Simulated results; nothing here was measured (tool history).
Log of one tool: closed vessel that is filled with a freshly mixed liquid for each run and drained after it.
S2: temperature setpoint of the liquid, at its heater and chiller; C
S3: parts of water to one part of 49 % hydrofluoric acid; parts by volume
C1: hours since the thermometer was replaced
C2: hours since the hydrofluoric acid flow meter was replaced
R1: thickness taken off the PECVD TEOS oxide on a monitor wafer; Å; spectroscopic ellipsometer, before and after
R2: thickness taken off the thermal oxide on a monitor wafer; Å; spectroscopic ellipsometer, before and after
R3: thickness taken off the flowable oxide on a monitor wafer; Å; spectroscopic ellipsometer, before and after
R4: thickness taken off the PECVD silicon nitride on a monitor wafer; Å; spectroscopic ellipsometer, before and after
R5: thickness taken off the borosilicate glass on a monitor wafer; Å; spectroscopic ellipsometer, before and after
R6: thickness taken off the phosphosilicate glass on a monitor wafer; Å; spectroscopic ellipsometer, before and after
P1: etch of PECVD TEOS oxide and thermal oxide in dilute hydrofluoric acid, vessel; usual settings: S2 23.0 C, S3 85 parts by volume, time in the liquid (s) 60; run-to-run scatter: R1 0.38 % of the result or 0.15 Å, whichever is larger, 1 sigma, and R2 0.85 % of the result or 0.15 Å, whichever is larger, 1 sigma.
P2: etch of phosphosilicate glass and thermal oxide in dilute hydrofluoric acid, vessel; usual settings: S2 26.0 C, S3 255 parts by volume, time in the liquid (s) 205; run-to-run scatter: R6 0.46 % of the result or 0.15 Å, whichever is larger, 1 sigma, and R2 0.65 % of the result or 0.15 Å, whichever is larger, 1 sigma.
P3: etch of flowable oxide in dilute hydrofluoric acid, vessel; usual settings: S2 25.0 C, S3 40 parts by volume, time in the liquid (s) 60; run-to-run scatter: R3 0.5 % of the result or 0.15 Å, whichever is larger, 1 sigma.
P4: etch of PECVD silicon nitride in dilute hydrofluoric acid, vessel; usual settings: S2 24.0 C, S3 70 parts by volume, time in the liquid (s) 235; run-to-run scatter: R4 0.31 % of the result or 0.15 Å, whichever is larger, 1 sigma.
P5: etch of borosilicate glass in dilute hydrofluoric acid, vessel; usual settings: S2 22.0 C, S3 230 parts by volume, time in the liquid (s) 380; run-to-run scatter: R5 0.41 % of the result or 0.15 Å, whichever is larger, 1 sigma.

{"run": 1, "hour": 3.3, "process that ran": "P1", "S2": 23.0, "S3": 85, "time in the liquid (s)": 60, "C1": 131.4, "C2": 129.2, "R1": 146.82, "R2": 31.062}
{"run": 2, "hour": 5.3, "process that ran": "P3", "S2": 25.0, "S3": 40, "time in the liquid (s)": 60, "C1": 133.4, "C2": 131.2, "R3": 647.38}
{"run": 3, "hour": 7.9, "process that ran": "P4", "S2": 29.0, "S3": 70, "time in the liquid (s)": 235, "C1": 136.0, "C2": 133.8, "R4": 194.48}
{"run": 4, "hour": 10.9, "process that ran": "P1", "S2": 23.0, "S3": 85, "time in the liquid (s)": 60, "C1": 139.0, "C2": 136.8, "R1": 146.57, "R2": 30.765}
{"run": 5, "hour": 14.6, "process that ran": "P1", "S2": 28.0, "S3": 85, "time in the liquid (s)": 60, "C1": 142.7, "C2": 140.5, "R1": 178.38, "R2": 37.556}
{"run": 6, "hour": 18.0, "process that ran": "P3", "S2": 25.0, "S3": 40, "time in the liquid (s)": 60, "C1": 146.1, "C2": 143.9, "R3": 645.14}
{"run": 7, "hour": 20.5, "process that ran": "P3", "S2": 25.0, "S3": 20, "time in the liquid (s)": 60, "C1": 148.6, "C2": 146.4, "R3": 1331.0}
{"run": 8, "hour": 23.8, "process that ran": "P1", "S2": 18.0, "S3": 85, "time in the liquid (s)": 60, "C1": 151.9, "C2": 149.7, "R1": 119.13, "R2": 25.112}
{"run": 9, "hour": 25.7, "process that ran": "P5", "S2": 22.0, "S3": 230, "time in the liquid (s)": 380, "C1": 153.8, "C2": 151.6, "R5": 362.85}
{"run": 10, "hour": 27.6, "process that ran": "P1", "S2": 23.0, "S3": 85, "time in the liquid (s)": 105, "C1": 155.7, "C2": 153.5, "R1": 257.04, "R2": 54.667}
{"run": 11, "hour": 31.1, "process that ran": "P2", "S2": 26.0, "S3": 255, "time in the liquid (s)": 205, "C1": 159.2, "C2": 157.0, "R2": 34.429, "R6": 445.23}
{"run": 12, "hour": 34.8, "process that ran": "P2", "S2": 20.0, "S3": 255, "time in the liquid (s)": 205, "C1": 162.9, "C2": 160.7, "R2": 27.359, "R6": 359.67}
{"run": 13, "hour": 38.4, "process that ran": "P2", "S2": 26.0, "S3": 255, "time in the liquid (s)": 325, "C1": 166.5, "C2": 164.3, "R2": 53.385, "R6": 703.0}
{"run": 14, "hour": 41.5, "process that ran": "P2", "S2": 26.0, "S3": 255, "time in the liquid (s)": 205, "C1": 169.6, "C2": 167.4, "R2": 33.673, "R6": 443.6}
{"run": 15, "hour": 43.6, "process that ran": "P5", "S2": 22.0, "S3": 330, "time in the liquid (s)": 380, "C1": 171.7, "C2": 169.5, "R5": 228.34}
{"run": 16, "hour": 46.2, "process that ran": "P1", "S2": 23.0, "S3": 35, "time in the liquid (s)": 60, "C1": 174.3, "C2": 172.1, "R1": 379.77, "R2": 80.141}
{"run": 17, "hour": 49.1, "process that ran": "P3", "S2": 25.0, "S3": 40, "time in the liquid (s)": 35, "C1": 177.2, "C2": 175.0, "R3": 375.19}
{"run": 18, "hour": 53.3, "process that ran": "P5", "S2": 22.0, "S3": 230, "time in the liquid (s)": 30, "C1": 181.4, "C2": 179.2, "R5": 28.466}
{"run": 19, "hour": 55.3, "process that ran": "P1", "S2": 23.0, "S3": 145, "time in the liquid (s)": 60, "C1": 183.4, "C2": 181.2, "R1": 79.376, "R2": 16.801}
{"run": 20, "hour": 59.4, "process that ran": "P4", "S2": 24.0, "S3": 70, "time in the liquid (s)": 440, "C1": 187.5, "C2": 185.3, "R4": 263.25}
{"run": 21, "hour": 61.6, "process that ran": "P3", "S2": 18.5, "S3": 40, "time in the liquid (s)": 60, "C1": 189.7, "C2": 187.5, "R3": 492.02}
{"run": 22, "hour": 63.9, "process that ran": "P1", "S2": 23.0, "S3": 85, "time in the liquid (s)": 60, "C1": 192.0, "C2": 189.8, "R1": 147.07, "R2": 30.725}
{"run": 23, "hour": 67.5, "process that ran": "P5", "S2": 22.0, "S3": 230, "time in the liquid (s)": 380, "C1": 195.6, "C2": 193.4, "R5": 360.85}
{"run": 24, "hour": 70.1, "process that ran": "P4", "S2": 24.0, "S3": 70, "time in the liquid (s)": 235, "C1": 198.2, "C2": 196.0, "R4": 140.63}
{"run": 25, "hour": 74.1, "process that ran": "P1", "S2": 23.0, "S3": 85, "time in the liquid (s)": 30, "C1": 202.2, "C2": 200.0, "R1": 73.267, "R2": 15.46}
{"run": 26, "hour": 77.5, "process that ran": "P5", "S2": 17.0, "S3": 230, "time in the liquid (s)": 380, "C1": 205.6, "C2": 203.4, "R5": 297.48}
{"run": 27, "hour": 81.3, "process that ran": "P4", "S2": 24.0, "S3": 70, "time in the liquid (s)": 235, "C1": 209.4, "C2": 207.2, "R4": 140.97}
{"run": 28, "hour": 84.9, "process that ran": "P2", "S2": 26.0, "S3": 45, "time in the liquid (s)": 205, "C1": 213.0, "C2": 210.8, "R2": 249.89, "R6": 3257.5}
{"run": 29, "hour": 88.3, "process that ran": "P1", "S2": 23.0, "S3": 85, "time in the liquid (s)": 60, "C1": 216.4, "C2": 214.2, "R1": 147.35, "R2": 31.331}
{"run": 30, "hour": 90.3, "process that ran": "P4", "S2": 24.0, "S3": 130, "time in the liquid (s)": 235, "C1": 218.4, "C2": 216.2, "R4": 76.544}
{"run": 31, "hour": 93.4, "process that ran": "P1", "S2": 27.5, "S3": 85, "time in the liquid (s)": 110, "C1": 221.5, "C2": 219.3, "R1": 322.79, "R2": 68.368}
{"run": 32, "hour": 96.8, "process that ran": "P1", "S2": 23.0, "S3": 85, "time in the liquid (s)": 60, "C1": 224.9, "C2": 222.7, "R1": 146.47, "R2": 31.007}
{"run": 33, "hour": 98.8, "process that ran": "P1", "S2": 23.0, "S3": 85, "time in the liquid (s)": 60, "C1": 226.9, "C2": 224.7, "R1": 150.25, "R2": 32.24}
{"run": 34, "hour": 101.4, "process that ran": "P1", "S2": 23.0, "S3": 85, "time in the liquid (s)": 60, "C1": 229.5, "C2": 227.3, "R1": 152.1, "R2": 31.582}
{"run": 35, "hour": 105.2, "process that ran": "P1", "S2": 23.0, "S3": 85, "time in the liquid (s)": 60, "C1": 233.3, "C2": 231.1, "R1": 154.19, "R2": 32.364}
{"run": 36, "hour": 108.1, "process that ran": "P1", "S2": 23.0, "S3": 85, "time in the liquid (s)": 60, "C1": 236.2, "C2": 234.0, "R1": 155.65, "R2": 32.79}
{"run": 37, "hour": 112.1, "process that ran": "P1", "S2": 23.0, "S3": 85, "time in the liquid (s)": 60, "C1": 240.2, "C2": 238.0, "R1": 156.71, "R2": 33.011}
{"run": 38, "hour": 114.1, "process that ran": "P1", "S2": 23.0, "S3": 85, "time in the liquid (s)": 60, "C1": 242.2, "C2": 240.0, "R1": 156.05, "R2": 32.864}
{"run": 39, "hour": 116.9, "process that ran": "P1", "S2": 23.0, "S3": 85, "time in the liquid (s)": 60, "C1": 245.0, "C2": 242.8, "R1": 156.82, "R2": 33.037}

What P1 gives has crept away from where it was. These 2 causes fit the log equally well, each at the size given:
A: liquid hotter than its thermometer reads (K) = 1.5
B: hydrofluoric acid flow above the setpoint (%) = 5.61
The creep began at about hour 96.8.

4 check runs are offered, one wafer each, their results left as question marks. Which one tells the causes apart?
{"run": "check 1", "hour": 119.7, "process that ran": "P4", "S2": 24.0, "S3": 115, "time in the liquid (s)": 235, "R4": "?"}
{"run": "check 2", "hour": 119.7, "process that ran": "P2", "S2": 21.5, "S3": 135, "time in the liquid (s)": 205, "R2": "?", "R6": "?"}
{"run": "check 3", "hour": 119.7, "process that ran": "P3", "S2": 19.0, "S3": 20, "time in the liquid (s)": 60, "R3": "?"}
{"run": "check 4", "hour": 119.7, "process that ran": "P5", "S2": 17.0, "S3": 230, "time in the liquid (s)": 35, "R5": "?"}

What each check would give under each cause:
check=check_1 result=R4 if_A=94.899 if_B=90.845
check=check_2 result=R2 if_A=65.461 if_B=65.693
check=check_2 result=R6 if_A=860.13 if_B=863.19
check=check_3 result=R3 if_A=1096.60 if_B=1086.10
check=check_4 result=R5 if_A=29.172 if_B=29.381
How far apart the two closest causes lie, in the result that separates them most: check 1 4.37 %; check 2 0.35 %; check 3 0.96 %; check 4 0.71 %
Only check 1 tells the causes apart: in the others they would give nearly the same result.

Check 1 was then run and gave: R4 95.121 Å. Which cause is it?

It is A: liquid hotter than its thermometer reads (K).
